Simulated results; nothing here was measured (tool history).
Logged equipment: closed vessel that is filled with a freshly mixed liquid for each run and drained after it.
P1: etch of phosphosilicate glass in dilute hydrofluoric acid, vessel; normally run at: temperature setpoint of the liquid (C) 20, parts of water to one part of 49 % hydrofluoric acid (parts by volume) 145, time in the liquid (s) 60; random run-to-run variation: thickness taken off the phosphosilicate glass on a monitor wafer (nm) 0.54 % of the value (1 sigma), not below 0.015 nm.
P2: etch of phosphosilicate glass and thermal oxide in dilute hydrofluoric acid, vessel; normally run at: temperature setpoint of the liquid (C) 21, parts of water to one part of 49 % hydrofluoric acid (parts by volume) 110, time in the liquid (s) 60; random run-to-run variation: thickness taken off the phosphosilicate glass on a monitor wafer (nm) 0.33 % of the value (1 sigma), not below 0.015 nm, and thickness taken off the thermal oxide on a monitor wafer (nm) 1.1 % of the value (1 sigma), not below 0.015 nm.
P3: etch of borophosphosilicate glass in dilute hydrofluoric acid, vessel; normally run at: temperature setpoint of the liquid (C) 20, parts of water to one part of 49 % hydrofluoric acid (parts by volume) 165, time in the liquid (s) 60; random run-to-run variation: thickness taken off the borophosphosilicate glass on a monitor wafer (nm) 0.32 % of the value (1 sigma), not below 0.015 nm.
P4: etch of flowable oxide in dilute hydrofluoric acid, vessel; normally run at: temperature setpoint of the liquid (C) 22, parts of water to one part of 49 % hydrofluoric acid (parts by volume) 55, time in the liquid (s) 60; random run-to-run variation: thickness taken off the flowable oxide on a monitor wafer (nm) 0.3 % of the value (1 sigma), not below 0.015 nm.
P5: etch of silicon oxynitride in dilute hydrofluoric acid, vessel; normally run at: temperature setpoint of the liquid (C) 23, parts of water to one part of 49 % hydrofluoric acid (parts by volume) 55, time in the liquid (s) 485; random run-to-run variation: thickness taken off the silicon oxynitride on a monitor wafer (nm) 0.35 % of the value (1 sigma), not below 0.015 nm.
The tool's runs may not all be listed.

run   hour  process that ran  temperature setpoint of the liquid (C)  parts of water to one part of 49 % hydrofluoric acid (parts by volume)  time in the liquid (s)  hours since the thermometer was replaced  hours since the hydrofluoric acid flow meter was replaced  thickness taken off the phosphosilicate glass on a monitor wafer (nm)  thickness taken off the flowable oxide on a monitor wafer (nm)  thickness taken off the silicon oxynitride on a monitor wafer (nm)  thickness taken off the thermal oxide on a monitor wafer (nm)  thickness taken off the borophosphosilicate glass on a monitor wafer (nm)
  1    7.6                P1                                      20                                                                     145                      60                                     269.5                                                      900.2                                                                 47.483
  2   11.6                P1                                      20                                                                      50                      60                                     273.5                                                      904.2                                                                 154.29
  3   15.5                P1                                      20                                                                     145                      60                                     277.4                                                      908.1                                                                 47.614
  4   20.9                P4                                      22                                                                      55                      30                                     282.8                                                      913.5                                                                                                                                  11.01
  5   29.7                P1                                      17                                                                     145                      60                                     291.6                                                      922.3                                                                 41.682
  6   35.8                P1                                      20                                                                     145                      60                                     297.7                                                      928.4                                                                 47.072
  7   41.8                P1                                      20                                                                     145                     115                                     303.7                                                      934.4                                                                 91.766
  8   45.7                P5                                      23                                                                      90                     485                                     307.6                                                      938.3                                                                                                                                                                                                     8.8511
      51.2  -- hydrofluoric acid flow meter replaced
  9   53.1                P1                                      20                                                                     250                      60                                       315                                                          2                                                                 25.092
 10   59.1                P2                                      29                                                                     110                      60                                       321                                                          8                                                                 116.14                                                                                                                                                                                             3.0875
 11   63.6                P3                                      17                                                                     165                      60                                     325.5                                                       12.5                                                                                                                                                                                                                                                                                                                                                10.15
 12   72.3                P4                                      22                                                                     105                      60                                     334.2                                                       21.2                                                                                                                                 10.815
 13   78.5                P3                                      20                                                                     165                      60                                     340.4                                                       27.4                                                                                                                                                                                                                                                                                                                                               11.384
 14   84.7                P1                                    26.5                                                                     145                      60                                     346.6                                                       33.6                                                                 61.386
 15   93.4                P1                                      20                                                                     145                      60                                     355.3                                                       42.3                                                                 47.819
 16   99.1                P5                                      17                                                                      55                     485                                       361                                                         48                                                                                                                                                                                                     11.043
 17  107.7                P1                                      20                                                                     250                      30                                     369.6                                                       56.6                                                                 12.454
     111.7  -- thermometer replaced
 18  112.3                P3                                      20                                                                      80                      60                                       0.7                                                       61.2                                                                                                                                                                                                                                                                                                                                               25.916
 19  119.8                P2                                      21                                                                     110                      60                                       8.2                                                       68.7                                                                 85.345                                                                                                                                                                                             2.3063
 20  124.4                P1                                      20                                                                     145                      60                                      12.8                                                       73.3                                                                 47.561
 21  130.1                P3                                      20                                                                     165                      95                                      18.5                                                         79                                                                                                                                                                                                                                                                                                                                               18.203
 22  136.3                P1                                      17                                                                     220                      60                                      24.7                                                       85.2                                                                 25.952
 23  141.4                P1                                    27.5                                                                     145                      30                                      29.8                                                       90.3                                                                 31.499
 24  145.4                P5                                      23                                                                      55                     225                                      33.8                                                       94.3                                                                                                                                                                                                     6.9648
 25  150.1                P1                                      20                                                                     145                      60                                      38.5                                                         99                                                                 48.056
 26  155.5                P2                                      21                                                                     110                      30                                      43.9                                                      104.4                                                                 42.742                                                                                                                                                                                             1.1811
 27  162.9                P2                                      21                                                                     110                      60                                      51.3                                                      111.8                                                                 84.617                                                                                                                                                                                             2.2519
 28  170.3                P1                                      20                                                                     145                      35                                      58.7                                                      119.2                                                                 27.707
 29  177.3                P4                                      22                                                                      55                      60                                      65.7                                                      126.2                                                                                                                                 22.019
 30  183.5                P2                                      21                                                                     190                      60                                      71.9                                                      132.4                                                                 45.451                                                                                                                                                                                             1.2133
 31  190.8                P4                                      17                                                                      55                      60                                      79.2                                                      139.7                                                                                                                                 17.732
 32  196.7                P5                                      23                                                                      55                     485                                      85.1                                                      145.6                                                                                                                                                                                                     14.983
 33  202.9                P1                                      20                                                                     145                      60                                      91.3                                                      151.8                                                                 47.789
 34  210.2                P1                                      20                                                                     145                      60                                      98.6                                                      159.1                                                                 49.749
 35    219                P1                                      20                                                                     145                      60                                     107.4                                                      167.9                                                                 50.572
 36  225.6                P1                                      20                                                                     145                      60                                       114                                                      174.5                                                                 51.333
 37  232.5                P1                                      20                                                                     145                      60                                     120.9                                                      181.4                                                                  51.28
 38  239.4                P1                                      20                                                                     145                      60                                     127.8                                                      188.3                                                                 51.962
 39  247.7                P1                                      20                                                                     145                      60                                     136.1                                                      196.6                                                                 51.852
 40  255.3                P1                                      20                                                                     145                      60                                     143.7                                                      204.2                                                                 52.094

What P1 gives has crept away from where it was. These 2 causes fit the log equally well, each at the size given:
A: liquid hotter than its thermometer reads (K) = 2.11
B: hydrofluoric acid flow above the setpoint (%) = 7.51
The gradual shift began around hour 202.9.

Consider the 4 single-wafer check runs listed below, results given as question marks: which one distinguishes between the causes by giving clearly different results for each?
check 1  262.9                P2                                      21                                                                     110                      30                                                                                                                                                                           ?                                                                                                                                                                                                  ?
check 2  262.9                P5                                      17                                                                      55                     315                                                                                                                                                                                                                                                                                                               ?
check 3  262.9                P4                                      18                                                                     100                      60                                                                                                                                                                                                                                           ?
check 4  262.9                P3                                      17                                                                     165                      80                                                                                                                                                                                                                                                                                                                                                                                                                                                         ?

Check results expected under each cause:
  check                                                                     result    if A    if B
check 1      thickness taken off the phosphosilicate glass on a monitor wafer (nm)  46.455  46.297
check 1              thickness taken off the thermal oxide on a monitor wafer (nm)  1.2345  1.2303
check 2         thickness taken off the silicon oxynitride on a monitor wafer (nm)       8  7.7424
check 3             thickness taken off the flowable oxide on a monitor wafer (nm)  10.611  10.532
check 4  thickness taken off the borophosphosilicate glass on a monitor wafer (nm)  14.775  14.755
How far apart the two closest causes lie, in the result that separates them most: check 1 0.34 %; check 2 3.27 %; check 3 0.75 %; check 4 0.14 %
Check 2 distinguishes between the causes, while the remaining checks would return nearly the same result for all of them.

Then check 2 was run and gave: thickness taken off the silicon oxynitride on a monitor wafer (nm) 7.9525. Which cause is it?

It is A: liquid hotter than its thermometer reads (K).

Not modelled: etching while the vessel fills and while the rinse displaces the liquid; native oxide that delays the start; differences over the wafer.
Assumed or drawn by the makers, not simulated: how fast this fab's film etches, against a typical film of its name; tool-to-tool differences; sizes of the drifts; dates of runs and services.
